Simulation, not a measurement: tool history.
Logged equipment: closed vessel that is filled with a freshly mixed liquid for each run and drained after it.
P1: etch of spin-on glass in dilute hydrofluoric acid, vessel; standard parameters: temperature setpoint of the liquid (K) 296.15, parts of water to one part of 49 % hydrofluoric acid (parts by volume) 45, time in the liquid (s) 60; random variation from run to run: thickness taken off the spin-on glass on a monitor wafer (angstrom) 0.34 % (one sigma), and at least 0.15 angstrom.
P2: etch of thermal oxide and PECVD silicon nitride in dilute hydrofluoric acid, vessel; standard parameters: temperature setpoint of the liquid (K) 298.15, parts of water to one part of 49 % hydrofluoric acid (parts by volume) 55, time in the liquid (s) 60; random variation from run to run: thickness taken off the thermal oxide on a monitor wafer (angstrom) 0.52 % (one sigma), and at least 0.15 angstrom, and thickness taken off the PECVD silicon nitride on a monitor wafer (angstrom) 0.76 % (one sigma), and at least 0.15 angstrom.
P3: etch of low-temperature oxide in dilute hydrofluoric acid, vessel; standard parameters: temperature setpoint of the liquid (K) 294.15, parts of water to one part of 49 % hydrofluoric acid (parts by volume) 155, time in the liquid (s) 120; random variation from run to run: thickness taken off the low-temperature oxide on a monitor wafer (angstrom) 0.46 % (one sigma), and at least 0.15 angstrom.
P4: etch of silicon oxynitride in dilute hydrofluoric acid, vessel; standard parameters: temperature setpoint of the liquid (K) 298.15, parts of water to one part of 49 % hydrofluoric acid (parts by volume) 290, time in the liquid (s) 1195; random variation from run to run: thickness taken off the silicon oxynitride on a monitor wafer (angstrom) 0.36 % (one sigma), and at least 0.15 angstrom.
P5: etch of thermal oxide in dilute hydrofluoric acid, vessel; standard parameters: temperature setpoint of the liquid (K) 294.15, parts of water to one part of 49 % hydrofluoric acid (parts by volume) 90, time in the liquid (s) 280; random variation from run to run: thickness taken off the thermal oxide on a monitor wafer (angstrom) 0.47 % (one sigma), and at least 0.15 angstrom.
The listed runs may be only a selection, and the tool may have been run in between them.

run	hour	process that ran	temperature setpoint of the liquid (K)	parts of water to one part of 49 % hydrofluoric acid (parts by volume)	time in the liquid (s)	thickness taken off the spin-on glass on a monitor wafer (angstrom)	thickness taken off the thermal oxide on a monitor wafer (angstrom)	thickness taken off the PECVD silicon nitride on a monitor wafer (angstrom)	thickness taken off the silicon oxynitride on a monitor wafer (angstrom)	thickness taken off the low-temperature oxide on a monitor wafer (angstrom)
1	7.8	P1	296.15	45	60	362.05				
2	15.8	P2	298.15	55	60		54.678	35.704		
3	29.9	P1	301.65	65	60	302.9				
4	42	P1	296.15	45	30	180.44				
5	49.4	P1	292.65	75	60	179.46				
6	64.6	P1	304.15	45	60	501.99				
7	74.2	P1	296.15	75	95	331.05				
8	83.5	P4	298.15	455	1195				35.388	
9	93.4	P2	298.15	25	60		123.59	76.551		
10	101.2	P3	294.15	155	120					161
11	112.8	P3	301.65	155	120					214.21
12	127.3	P4	305.15	290	1195				81.387	
13	139.9	P4	298.15	290	1195				61.373	
14	149.7	P4	298.15	290	670				34.614	
15	158.6	P5	294.15	90	280		133.62			
16	168.4	P5	294.15	20	280		647.75			
17	180	P3	294.15	155	30					40.115
18	187.9	P1	290.15	45	60	280.48				
19	196.1	P5	294.15	90	280		133.55			
20	203.6	P1	296.15	30	60	552.5				
21	211.5	P3	294.15	20	120					1471.5
22	218.3	P1	296.15	45	60	362.01				
23	227.5	P1	296.15	65	60	244.37				
24	238.8	P5	294.15	90	30		14.172			
25	248.2	P3	294.15	155	120					161.06
26	256.6	P1	296.15	45	115	697.55				
27	263.3	P5	290.15	90	280		112.95			
28	277.5	P1	296.15	45	60	362.97				
29	291.3	P2	298.15	55	115		103.3	68.101		
30	300.6	P2	291.15	55	60		40.035	21.912		
31	312.7	P1	296.15	45	60	363.2				
32	325.8	P1	296.15	45	60	360.97				
33	336.6	P1	296.15	45	60	354.91				
34	347.2	P1	296.15	45	60	347.39				
35	357	P1	296.15	45	60	343.95				
36	366.9	P1	296.15	45	60	343.04				
37	380.7	P1	296.15	45	60	340.88				
38	396	P1	296.15	45	60	340.42				
39	403.8	P1	296.15	45	60	339.47				
40	419.2	P1	296.15	45	60	340.82				

Something has made what P1 gives creep away from where it was; the 2 causes below, each at its own stated size, fit the log equally well:
A: liquid colder than its thermometer reads (K) = 1.5
B: hydrofluoric acid flow below the setpoint (%) = 5.73
Onset of the creep was near hour 325.8.

Which of the 4 check runs listed below, each an average over 3 wafers with its results shown as question marks, gives clearly different results under the different listed causes?
check 1	434.6	P5	290.65	90	50		?			
check 2	434.6	P3	300.15	55	120					?
check 3	434.6	P2	292.15	55	60		?	?		
check 4	434.6	P4	298.15	290	760				?	

Expected result of each check under each candidate cause:
check	result	if A	if B
check 1	thickness taken off the thermal oxide on a monitor wafer (angstrom)	19.332	19.312
check 2	thickness taken off the low-temperature oxide on a monitor wafer (angstrom)	613.98	611.96
check 3	thickness taken off the thermal oxide on a monitor wafer (angstrom)	39.433	39.494
check 3	thickness taken off the PECVD silicon nitride on a monitor wafer (angstrom)	21.15	22.191
check 4	thickness taken off the silicon oxynitride on a monitor wafer (angstrom)	36.687	36.405
Per check, the gap between the least separated pair of causes, taken in the result that splits them most: check 1 0.1 %; check 2 0.33 %; check 3 4.81 %; check 4 0.77 %
Check 3 distinguishes between the causes, while the remaining checks would return nearly the same result for all of them.

Check 3 was then run and gave: thickness taken off the thermal oxide on a monitor wafer (angstrom) 39.449; thickness taken off the PECVD silicon nitride on a monitor wafer (angstrom) 22.144. Which cause is it?

The cause is B: hydrofluoric acid flow below the setpoint (%).
